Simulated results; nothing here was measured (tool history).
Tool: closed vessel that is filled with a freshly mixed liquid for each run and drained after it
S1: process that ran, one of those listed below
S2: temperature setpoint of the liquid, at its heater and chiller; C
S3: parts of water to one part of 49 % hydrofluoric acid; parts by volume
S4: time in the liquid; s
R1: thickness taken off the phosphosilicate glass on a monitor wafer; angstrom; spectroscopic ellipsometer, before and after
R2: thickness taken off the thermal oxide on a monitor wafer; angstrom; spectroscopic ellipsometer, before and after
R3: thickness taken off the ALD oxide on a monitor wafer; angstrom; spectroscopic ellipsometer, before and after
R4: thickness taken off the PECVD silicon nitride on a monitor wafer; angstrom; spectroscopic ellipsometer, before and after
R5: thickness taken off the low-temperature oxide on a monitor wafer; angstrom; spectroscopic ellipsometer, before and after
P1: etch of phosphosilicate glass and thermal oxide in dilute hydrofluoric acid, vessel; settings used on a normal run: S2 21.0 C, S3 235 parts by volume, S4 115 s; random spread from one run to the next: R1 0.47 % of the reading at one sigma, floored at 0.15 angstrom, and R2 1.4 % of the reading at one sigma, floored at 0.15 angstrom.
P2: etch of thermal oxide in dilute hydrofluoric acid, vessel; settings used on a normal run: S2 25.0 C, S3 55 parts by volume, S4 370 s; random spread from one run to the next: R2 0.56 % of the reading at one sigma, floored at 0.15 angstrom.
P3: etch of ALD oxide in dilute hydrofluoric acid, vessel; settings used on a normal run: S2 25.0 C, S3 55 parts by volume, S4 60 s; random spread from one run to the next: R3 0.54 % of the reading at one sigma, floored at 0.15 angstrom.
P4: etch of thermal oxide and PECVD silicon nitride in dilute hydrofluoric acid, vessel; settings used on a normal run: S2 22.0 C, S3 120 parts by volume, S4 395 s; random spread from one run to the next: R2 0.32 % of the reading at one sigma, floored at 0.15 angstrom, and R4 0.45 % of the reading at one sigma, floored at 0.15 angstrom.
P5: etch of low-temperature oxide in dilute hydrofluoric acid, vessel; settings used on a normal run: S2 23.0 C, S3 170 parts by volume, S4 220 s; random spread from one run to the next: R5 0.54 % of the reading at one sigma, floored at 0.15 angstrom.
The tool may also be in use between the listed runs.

run     day  S1    S2   S3   S4       R1        R2       R3       R4       R5
  1   0.442  P1  21.0  235  115   536.36   17.3170
  2   0.846  P3  25.0   55   60                     117.280
  3   1.150  P4  22.0  120  395           132.5300           104.890
  4   1.550  P4  22.0  120  700           234.9500           186.190
  5   2.121  P3  25.0   95   60                      64.295
  6   2.442  P5  23.0  305  220                                        80.064
  7   2.842  P2  25.0   55  370           360.9100
  8   3.292  P5  23.0  170  400                                       298.390
  9   3.896  P1  17.0  120  115  1004.30   33.4900
 10   4.425  P3  25.0   55   60                     115.830
 11   4.733  P2  25.0   55  370           359.6800
 12   5.038  P1  21.0  235  115   536.12   18.0470
 13   5.546  P2  25.0   55  735           716.3600
 14   6.088  P1  21.0  235   45   210.26    6.7086
 15   6.612  P3  20.0   55   60                      94.695
 16   6.975  P1  17.0  235  115   460.65   14.9690
 17   7.512  P1  21.0  235  210   974.54   32.5290
 18   7.992  P3  25.0   55   95                     184.190
 19   8.317  P1  21.0  235  115   538.58   17.8530
 20   8.771  P1  21.0  235  115   536.05   18.0450
 21   9.275  P1  21.0  435  115   242.60    7.9834
 22   9.675  P2  33.0   55  370           496.1100
 23  10.242  P1  26.0  235  115   641.96   20.6850
 24  10.683  P1  17.0  235  220   880.09   28.7110
 25  11.229  P4  22.0  120  395           133.0800           106.220
 26  11.671  P2  25.0   95  370           197.3300
 27  12.021  P1  21.0  115  115  1233.80   40.5710
 28  12.350  P4  17.0  120  395           108.0300            75.871
 29  12.633  P1  27.0  380  115   355.80   11.4690
 30  13.083  P4  22.0  175  395            84.7970            73.795
 31  13.471  P5  19.5  170  220                                       143.730
 32  13.917  P5  23.0  170  220                                       164.020
 33  14.321  P1  21.0  235  115   533.98   17.1650
 34  14.771  P1  21.0  235  115   516.72   17.7000
 35  15.192  P1  21.0  235  115   509.59   17.3710
 36  15.512  P1  21.0  235  115   507.48   16.9020
 37  16.100  P1  21.0  235  115   503.90   16.1900
 38  16.675  P1  21.0  235  115   506.34   17.0530
 39  17.121  P1  21.0  235  115   504.75   16.5460

What P1 gives has crept off from where it sat before. The 2 causes that follow fit the log equally well, each at the size noted:
A: hydrofluoric acid flow below the setpoint (%) = 4.93
B: liquid colder than its thermometer reads (K) = 1.66
The onset of the drift is placed at about day 14.321.

Below are 4 check runs, each on a single wafer, with their results shown as question marks. Which of them would tell the listed causes apart, meaning the causes would give clearly different results under it?
check 1  17.567  P2  32.0   85  370       ?
check 2  17.567  P4  22.0  120  620       ?       ?
check 3  17.567  P5  23.0  225  220                   ?
check 4  17.567  P3  22.0   80   60           ?

Predicted outcomes, by check and by cause:
  check  result      if A      if B
check 1      R2  277.9900  276.5600
check 2      R2  196.3500  194.5900
check 2      R4   158.060   148.640
check 3      R5   109.840   109.920
check 4      R3    65.040    64.212
Gap, in per cent, between the two causes that each check separates least, read from the result that separates them most: check 1 0.52 %; check 2 6.14 %; check 3 0.08 %; check 4 1.28 %
The causes can be told apart only by check 2. The other checks would give nearly the same results under each of them.

Running check 2 produced the following: R2 195.1200 angstrom; R4 149.590 angstrom. Which one of the listed causes fits?

It is B: liquid colder than its thermometer reads (K).
